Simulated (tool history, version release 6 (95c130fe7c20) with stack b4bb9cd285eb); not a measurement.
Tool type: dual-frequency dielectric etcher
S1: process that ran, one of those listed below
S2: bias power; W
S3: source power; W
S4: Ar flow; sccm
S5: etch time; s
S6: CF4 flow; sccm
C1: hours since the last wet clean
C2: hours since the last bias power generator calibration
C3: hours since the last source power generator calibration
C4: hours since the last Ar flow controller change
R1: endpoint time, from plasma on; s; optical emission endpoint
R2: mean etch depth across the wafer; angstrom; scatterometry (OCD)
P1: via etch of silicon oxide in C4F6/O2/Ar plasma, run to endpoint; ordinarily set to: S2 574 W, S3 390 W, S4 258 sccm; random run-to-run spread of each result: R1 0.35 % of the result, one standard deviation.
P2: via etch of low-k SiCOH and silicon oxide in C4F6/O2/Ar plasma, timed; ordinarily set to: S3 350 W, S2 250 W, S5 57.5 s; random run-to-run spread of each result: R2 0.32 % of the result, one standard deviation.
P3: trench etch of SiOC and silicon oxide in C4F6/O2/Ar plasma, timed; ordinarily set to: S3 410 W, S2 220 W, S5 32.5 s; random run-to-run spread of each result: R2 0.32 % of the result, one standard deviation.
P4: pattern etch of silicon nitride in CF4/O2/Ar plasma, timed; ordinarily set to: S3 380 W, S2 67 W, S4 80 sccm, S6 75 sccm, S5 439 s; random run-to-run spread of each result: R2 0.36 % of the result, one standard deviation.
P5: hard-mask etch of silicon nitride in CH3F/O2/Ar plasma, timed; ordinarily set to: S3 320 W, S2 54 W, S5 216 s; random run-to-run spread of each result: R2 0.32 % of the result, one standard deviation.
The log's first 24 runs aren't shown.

run 25 hour=273.7 | S1=P1 S2=574 S3=390 S4=180 | C1=632.4 C2=1488.8 C3=2727.4 C4=118.5 | R1=39.382
run 26 hour=284.3 | S1=P4 S2=67 S3=380 S4=80 S5=439 S6=103 | C1=643 C2=1499.4 C3=2738 C4=129.1 | R2=7647.6
run 27 hour=293.3 | S1=P3 S2=147 S3=410 S5=32.5 | C1=652 C2=1508.4 C3=2747 C4=138.1 | R2=623.65
run 28 hour=301.3 | S1=P2 S2=188 S3=350 S5=57.5 | C1=660 C2=1516.4 C3=2755 C4=146.1 | R2=1497.1
run 29 hour=310.2 | S1=P1 S2=574 S3=390 S4=258 | C1=668.9 C2=1525.3 C3=2763.9 C4=155 | R1=40.653
run 30 hour=325.9 | S1=P2 S2=250 S3=350 S5=57.5 | C1=684.6 C2=1541 C3=2779.6 C4=170.7 | R2=1642.8
run 31 hour=336.1 | S1=P1 S2=332 S3=390 S4=258 | C1=694.8 C2=1551.2 C3=2789.8 C4=180.9 | R1=49.841
run 32 hour=346.1 | S1=P1 S2=812 S3=390 S4=258 | C1=704.8 C2=1561.2 C3=2799.8 C4=190.9 | R1=35.479
run 33 hour=358.9 | S1=P1 S2=574 S3=390 S4=258 | C1=717.6 C2=1574 C3=2812.6 C4=203.7 | R1=40.678
run 34 hour=374.9 | S1=P3 S2=220 S3=530 S5=32.5 | C1=733.6 C2=1590 C3=2828.6 C4=219.7 | R2=783.98
run 35 hour=385.9 | S1=P3 S2=220 S3=410 S5=48.5 | C1=744.6 C2=1601 C3=2839.6 C4=230.7 | R2=1061.3
run 36 hour=398.7 | S1=P4 S2=67 S3=530 S4=80 S5=439 S6=75 | C1=757.4 C2=1613.8 C3=2852.4 C4=243.5 | R2=9858.5
run 37 hour=411.4 | S1=P1 S2=574 S3=390 S4=258 | C1=770.1 C2=1626.5 C3=2865.1 C4=256.2 | R1=40.567
run 38 hour=422 | S1=P1 S2=574 S3=390 S4=258 | C1=780.7 C2=1637.1 C3=2875.7 C4=266.8 | R1=40.668
run 39 hour=431 | S1=P1 S2=574 S3=390 S4=258 | C1=789.7 C2=1646.1 C3=2884.7 C4=275.8 | R1=40.631
run 40 hour=446.4 | S1=P1 S2=574 S3=390 S4=258 | C1=805.1 C2=1661.5 C3=2900.1 C4=291.2 | R1=40.43

Expected results for the next run?
run 41 hour=462.1 | S1=P1 S2=574 S3=390 S4=258 | C1=820.8 C2=1677.2 C3=2915.8 C4=306.9 | R1=?

R1: 39.895 s

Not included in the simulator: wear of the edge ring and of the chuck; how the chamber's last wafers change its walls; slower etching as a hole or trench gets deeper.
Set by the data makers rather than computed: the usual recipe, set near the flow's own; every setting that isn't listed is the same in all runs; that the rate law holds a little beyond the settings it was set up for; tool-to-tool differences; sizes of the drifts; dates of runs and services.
